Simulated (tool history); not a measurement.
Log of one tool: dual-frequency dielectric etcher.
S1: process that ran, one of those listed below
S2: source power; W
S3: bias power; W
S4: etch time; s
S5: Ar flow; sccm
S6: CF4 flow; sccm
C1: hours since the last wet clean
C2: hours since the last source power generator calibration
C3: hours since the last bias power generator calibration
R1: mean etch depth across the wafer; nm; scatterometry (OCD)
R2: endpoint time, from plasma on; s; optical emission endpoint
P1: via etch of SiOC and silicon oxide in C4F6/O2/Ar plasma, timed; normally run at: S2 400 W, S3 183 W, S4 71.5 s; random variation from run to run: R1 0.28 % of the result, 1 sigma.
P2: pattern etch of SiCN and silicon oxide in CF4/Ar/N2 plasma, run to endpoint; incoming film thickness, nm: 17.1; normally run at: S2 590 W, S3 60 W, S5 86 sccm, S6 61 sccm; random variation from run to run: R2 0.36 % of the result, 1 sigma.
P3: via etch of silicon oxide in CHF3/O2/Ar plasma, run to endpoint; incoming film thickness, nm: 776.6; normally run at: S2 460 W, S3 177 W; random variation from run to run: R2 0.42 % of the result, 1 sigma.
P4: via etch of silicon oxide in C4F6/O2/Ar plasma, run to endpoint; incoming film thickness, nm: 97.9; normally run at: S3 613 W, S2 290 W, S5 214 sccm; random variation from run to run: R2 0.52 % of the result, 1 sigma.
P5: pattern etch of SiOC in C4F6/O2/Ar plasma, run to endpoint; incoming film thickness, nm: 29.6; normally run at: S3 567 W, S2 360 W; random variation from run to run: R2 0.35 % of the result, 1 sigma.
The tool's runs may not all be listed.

run 1 hour=13.7 | S1=P1 S2=400 S3=183 S4=71.5 | C1=206.9 C2=2691.2 C3=2152.7 | R1=80.329
run 2 hour=31.1 | S1=P2 S2=590 S3=60 S5=86 S6=61 | C1=224.3 C2=2708.6 C3=2170.1 | R2=16.81
run 3 hour=46.1 | S1=P4 S2=290 S3=613 S5=214 | C1=239.3 C2=2723.6 C3=2185.1 | R2=21.625
run 4 hour=64.5 | S1=P2 S2=590 S3=46 S5=86 S6=61 | C1=257.7 C2=2742 C3=2203.5 | R2=18.212
run 5 hour=80.7 | S1=P4 S2=290 S3=613 S5=163 | C1=273.9 C2=2758.2 C3=2219.7 | R2=21.226
run 6 hour=95.3 | S1=P1 S2=400 S3=183 S4=96 | C1=288.5 C2=2772.8 C3=2234.3 | R1=107.63
run 7 hour=107.4 | S1=P4 S2=230 S3=613 S5=214 | C1=300.6 C2=2784.9 C3=2246.4 | R2=23.712
run 8 hour=118.5 | S1=P1 S2=400 S3=183 S4=71.5 | C1=311.7 C2=2796 C3=2257.5 | R1=80.247
run 9 hour=134 | S1=P1 S2=400 S3=123 S4=71.5 | C1=327.2 C2=2811.5 C3=2273 | R1=71.322
run 10 hour=143.8 | S1=P1 S2=480 S3=183 S4=56 | C1=337 C2=2821.3 C3=2282.8 | R1=67.795
run 11 hour=155.5 | S1=P5 S2=360 S3=567 | C1=348.7 C2=2833 C3=2294.5 | R2=9.7512
run 12 hour=171.3 | S1=P2 S2=590 S3=60 S5=86 S6=61 | C1=364.5 C2=2848.8 C3=2310.3 | R2=16.8
run 13 hour=185.4 | S1=P2 S2=590 S3=60 S5=86 S6=83 | C1=378.6 C2=2862.9 C3=2324.4 | R2=16.064
run 14 hour=201.2 | S1=P1 S2=300 S3=183 S4=71.5 | C1=394.4 C2=2878.7 C3=2340.2 | R1=72.179
run 15 hour=215.8 | S1=P1 S2=490 S3=183 S4=97.5 | C1=409 C2=2893.3 C3=2354.8 | R1=118.49
run 16 hour=228.3 | S1=P3 S2=460 S3=177 | C1=421.5 C2=2905.8 C3=2367.3 | R2=436.28
run 17 hour=241.3 | S1=P1 S2=400 S3=246 S4=71.5 | C1=434.5 C2=2918.8 C3=2380.3 | R1=88.944
run 18 hour=259.5 | S1=P1 S2=400 S3=183 S4=71.5 | C1=452.7 C2=2937 C3=2398.5 | R1=80.221
run 19 hour=270.5 | S1=P3 S2=460 S3=118 | C1=463.7 C2=2948 C3=2409.5 | R2=502.29
run 20 hour=284.2 | S1=P1 S2=400 S3=183 S4=71.5 | C1=477.4 C2=2961.7 C3=2423.2 | R1=80.461
run 21 hour=292.7 | S1=P3 S2=310 S3=177 | C1=485.9 C2=2970.2 C3=2431.7 | R2=513.62
run 22 hour=311.4 | S1=P2 S2=590 S3=60 S5=116 S6=61 | C1=504.6 C2=2988.9 C3=2450.4 | R2=17.699
-- hour=318.7 wet clean of the chamber
run 23 hour=325.7 | S1=P5 S2=360 S3=384 | C1=7 C2=3003.2 C3=2464.7 | R2=11.243
run 24 hour=341.2 | S1=P1 S2=500 S3=183 S4=71.5 | C1=22.5 C2=3018.7 C3=2480.2 | R1=87.01
run 25 hour=358.3 | S1=P4 S2=290 S3=362 S5=214 | C1=39.6 C2=3035.8 C3=2497.3 | R2=26.265
run 26 hour=370.8 | S1=P3 S2=460 S3=177 | C1=52.1 C2=3048.3 C3=2509.8 | R2=436.8
run 27 hour=386.3 | S1=P1 S2=400 S3=183 S4=39.5 | C1=67.6 C2=3063.8 C3=2525.3 | R1=44.401
run 28 hour=404.8 | S1=P2 S2=800 S3=60 S5=86 S6=61 | C1=86.1 C2=3082.3 C3=2543.8 | R2=12.77
run 29 hour=417.7 | S1=P5 S2=440 S3=567 | C1=99 C2=3095.2 C3=2556.7 | R2=9.0889
run 30 hour=435.8 | S1=P1 S2=400 S3=183 S4=71.5 | C1=117.1 C2=3113.3 C3=2574.8 | R1=79.996
run 31 hour=446.5 | S1=P1 S2=400 S3=183 S4=71.5 | C1=127.8 C2=3124 C3=2585.5 | R1=80.274
run 32 hour=454.8 | S1=P1 S2=400 S3=183 S4=71.5 | C1=136.1 C2=3132.3 C3=2593.8 | R1=79.039
run 33 hour=466.3 | S1=P1 S2=400 S3=183 S4=71.5 | C1=147.6 C2=3143.8 C3=2605.3 | R1=79.386
-- hour=484.1 wet clean of the chamber
run 34 hour=485 | S1=P1 S2=400 S3=183 S4=71.5 | C1=0.9 C2=3162.5 C3=2624 | R1=79.041
run 35 hour=498.1 | S1=P1 S2=400 S3=183 S4=71.5 | C1=14 C2=3175.6 C3=2637.1 | R1=79.285
run 36 hour=507.3 | S1=P1 S2=400 S3=183 S4=71.5 | C1=23.2 C2=3184.8 C3=2646.3 | R1=79.248
run 37 hour=522.4 | S1=P1 S2=400 S3=183 S4=71.5 | C1=38.3 C2=3199.9 C3=2661.4 | R1=79.155

What P1 gives has crept away from where it was. These 2 causes fit the log equally well, each at the size given:
A: bias power that arrives under what is set, % = 4.8
B: source power that arrives under what is set, % = 4.01
The creep began at about hour 435.8.
Why every other cause is out:
chamber walls in a state that lowers the etch rate, %: serviced at hour 484.1, which brought nothing back

4 check runs are offered, each on 2 wafers whose results are averaged, their results left as question marks. Which one tells the causes apart?
run check 1 hour=537.5 | S1=P2 S2=590 S3=60 S5=86 S6=61 | R2=?
run check 2 hour=537.5 | S1=P4 S2=290 S3=613 S5=214 | R2=?
run check 3 hour=537.5 | S1=P3 S2=460 S3=177 | R2=?
run check 4 hour=537.5 | S1=P5 S2=360 S3=567 | R2=?

What each check would give under each cause:
check=check_1 result=R2 if_A=17.085 if_B=17.447
check=check_2 result=R2 if_A=22.164 if_B=22.07
check=check_3 result=R2 if_A=445.74 if_B=445.23
check=check_4 result=R2 if_A=9.966 if_B=9.9288
How far apart the two closest causes lie, in the result that separates them most: check 1 2.1 %; check 2 0.42 %; check 3 0.11 %; check 4 0.37 %
Check 1 tells the causes apart: in the others they would give nearly the same result.

Then check 1 was run and gave: R2 17.459 s. Which cause is it?

It is B: source power that arrives under what is set, %.
